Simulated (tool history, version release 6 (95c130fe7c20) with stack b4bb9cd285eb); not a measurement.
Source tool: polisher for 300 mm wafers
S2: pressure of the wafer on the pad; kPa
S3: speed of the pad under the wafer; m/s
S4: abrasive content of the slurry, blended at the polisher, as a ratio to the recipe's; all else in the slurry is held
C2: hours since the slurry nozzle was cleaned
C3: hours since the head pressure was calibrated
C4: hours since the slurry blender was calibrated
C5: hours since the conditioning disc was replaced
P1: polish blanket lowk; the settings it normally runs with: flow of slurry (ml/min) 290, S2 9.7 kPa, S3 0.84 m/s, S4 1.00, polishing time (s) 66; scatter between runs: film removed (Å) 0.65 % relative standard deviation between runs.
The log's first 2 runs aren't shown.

{"run": 3, "hour": 25.9, "flow of slurry (ml/min)": 220, "S2": 13.8, "S3": 0.84, "S4": 1.0, "polishing time (s)": 66, "wafers polished on this pad": 838, "C2": 280.0, "C3": 532.8, "C4": 118.3, "C5": 93.2, "film removed (Å)": 250.34}
{"run": 4, "hour": 36.1, "flow of slurry (ml/min)": 290, "S2": 9.7, "S3": 0.84, "S4": 1.0, "polishing time (s)": 66, "wafers polished on this pad": 998, "C2": 290.2, "C3": 543.0, "C4": 128.5, "C5": 103.4, "film removed (Å)": 181.79}
{"run": 5, "hour": 46.6, "flow of slurry (ml/min)": 290, "S2": 4.1, "S3": 0.84, "S4": 1.0, "polishing time (s)": 66, "wafers polished on this pad": 1163, "C2": 300.7, "C3": 553.5, "C4": 139.0, "C5": 113.9, "film removed (Å)": 78.134}
{"run": 6, "hour": 56.5, "flow of slurry (ml/min)": 290, "S2": 9.7, "S3": 0.5, "S4": 1.0, "polishing time (s)": 66, "wafers polished on this pad": 1318, "C2": 310.6, "C3": 563.4, "C4": 148.9, "C5": 123.8, "film removed (Å)": 120.83}
{"run": 7, "hour": 65.8, "flow of slurry (ml/min)": 290, "S2": 9.7, "S3": 0.84, "S4": 1.0, "polishing time (s)": 101, "wafers polished on this pad": 1464, "C2": 319.9, "C3": 572.7, "C4": 158.2, "C5": 133.1, "film removed (Å)": 278.73}
{"run": 8, "hour": 72.7, "flow of slurry (ml/min)": 290, "S2": 4.8, "S3": 0.84, "S4": 1.0, "polishing time (s)": 47, "wafers polished on this pad": 1572, "C2": 326.8, "C3": 579.6, "C4": 165.1, "C5": 140.0, "film removed (Å)": 65.219}
{"run": 9, "hour": 77.6, "flow of slurry (ml/min)": 290, "S2": 9.7, "S3": 0.84, "S4": 0.5, "polishing time (s)": 66, "wafers polished on this pad": 1649, "C2": 331.7, "C3": 584.5, "C4": 170.0, "C5": 144.9, "film removed (Å)": 125.87}
{"run": 10, "hour": 87.2, "flow of slurry (ml/min)": 290, "S2": 9.7, "S3": 1.16, "S4": 1.0, "polishing time (s)": 66, "wafers polished on this pad": 1799, "C2": 341.3, "C3": 594.1, "C4": 179.6, "C5": 154.5, "film removed (Å)": 234.47}
{"run": 11, "hour": 93.3, "flow of slurry (ml/min)": 290, "S2": 9.7, "S3": 0.84, "S4": 1.0, "polishing time (s)": 66, "wafers polished on this pad": 1895, "C2": 347.4, "C3": 600.2, "C4": 185.7, "C5": 160.6, "film removed (Å)": 180.29}
{"run": 12, "hour": 98.7, "flow of slurry (ml/min)": 445, "S2": 9.7, "S3": 0.84, "S4": 1.0, "polishing time (s)": 66, "wafers polished on this pad": 1979, "C2": 352.8, "C3": 605.6, "C4": 191.1, "C5": 166.0, "film removed (Å)": 187.4}
{"run": 13, "hour": 107.3, "flow of slurry (ml/min)": 290, "S2": 9.7, "S3": 0.84, "S4": 1.0, "polishing time (s)": 66, "wafers polished on this pad": 2114, "C2": 361.4, "C3": 614.2, "C4": 199.7, "C5": 174.6, "film removed (Å)": 184.14}
{"hour": 117.2, "done": "conditioning disc replaced and pad reconditioned"}
{"run": 14, "hour": 117.3, "flow of slurry (ml/min)": 290, "S2": 9.7, "S3": 0.84, "S4": 1.0, "polishing time (s)": 66, "wafers polished on this pad": 2271, "C2": 371.4, "C3": 624.2, "C4": 209.7, "C5": 0.1, "film removed (Å)": 182.98}
{"run": 15, "hour": 126.9, "flow of slurry (ml/min)": 290, "S2": 9.7, "S3": 0.84, "S4": 1.0, "polishing time (s)": 47, "wafers polished on this pad": 2422, "C2": 381.0, "C3": 633.8, "C4": 219.3, "C5": 9.7, "film removed (Å)": 129.92}
{"run": 16, "hour": 137.9, "flow of slurry (ml/min)": 290, "S2": 13.1, "S3": 0.84, "S4": 1.0, "polishing time (s)": 66, "wafers polished on this pad": 2594, "C2": 392.0, "C3": 644.8, "C4": 230.3, "C5": 20.7, "film removed (Å)": 246.97}
{"run": 17, "hour": 146.9, "flow of slurry (ml/min)": 290, "S2": 4.8, "S3": 0.84, "S4": 0.65, "polishing time (s)": 66, "wafers polished on this pad": 2735, "C2": 401.0, "C3": 653.8, "C4": 239.3, "C5": 29.7, "film removed (Å)": 73.854}
{"run": 18, "hour": 156.4, "flow of slurry (ml/min)": 175, "S2": 9.7, "S3": 0.84, "S4": 1.0, "polishing time (s)": 66, "wafers polished on this pad": 2884, "C2": 410.5, "C3": 663.3, "C4": 248.8, "C5": 39.2, "film removed (Å)": 171.26}
{"run": 19, "hour": 167.5, "flow of slurry (ml/min)": 290, "S2": 9.7, "S3": 0.84, "S4": 1.0, "polishing time (s)": 66, "wafers polished on this pad": 3058, "C2": 421.6, "C3": 674.4, "C4": 259.9, "C5": 50.3, "film removed (Å)": 183.16}
{"run": 20, "hour": 175.3, "flow of slurry (ml/min)": 290, "S2": 9.7, "S3": 0.84, "S4": 1.0, "polishing time (s)": 66, "wafers polished on this pad": 3181, "C2": 429.4, "C3": 682.2, "C4": 267.7, "C5": 58.1, "film removed (Å)": 183.95}
{"run": 21, "hour": 180.9, "flow of slurry (ml/min)": 290, "S2": 9.7, "S3": 0.84, "S4": 1.0, "polishing time (s)": 66, "wafers polished on this pad": 3268, "C2": 435.0, "C3": 687.8, "C4": 273.3, "C5": 63.7, "film removed (Å)": 183.94}
{"run": 22, "hour": 191.4, "flow of slurry (ml/min)": 290, "S2": 9.7, "S3": 0.84, "S4": 1.0, "polishing time (s)": 66, "wafers polished on this pad": 3433, "C2": 445.5, "C3": 698.3, "C4": 283.8, "C5": 74.2, "film removed (Å)": 174.82}

For run 23, what comes out?
{"run": 23, "hour": 197.6, "flow of slurry (ml/min)": 290, "S2": 9.7, "S3": 0.84, "S4": 1.0, "polishing time (s)": 66, "wafers polished on this pad": 3530, "C2": 451.7, "C3": 704.5, "C4": 290.0, "C5": 80.4, "film removed (Å)": "?"}

Run 23 produced film removed (Å) 172.820.

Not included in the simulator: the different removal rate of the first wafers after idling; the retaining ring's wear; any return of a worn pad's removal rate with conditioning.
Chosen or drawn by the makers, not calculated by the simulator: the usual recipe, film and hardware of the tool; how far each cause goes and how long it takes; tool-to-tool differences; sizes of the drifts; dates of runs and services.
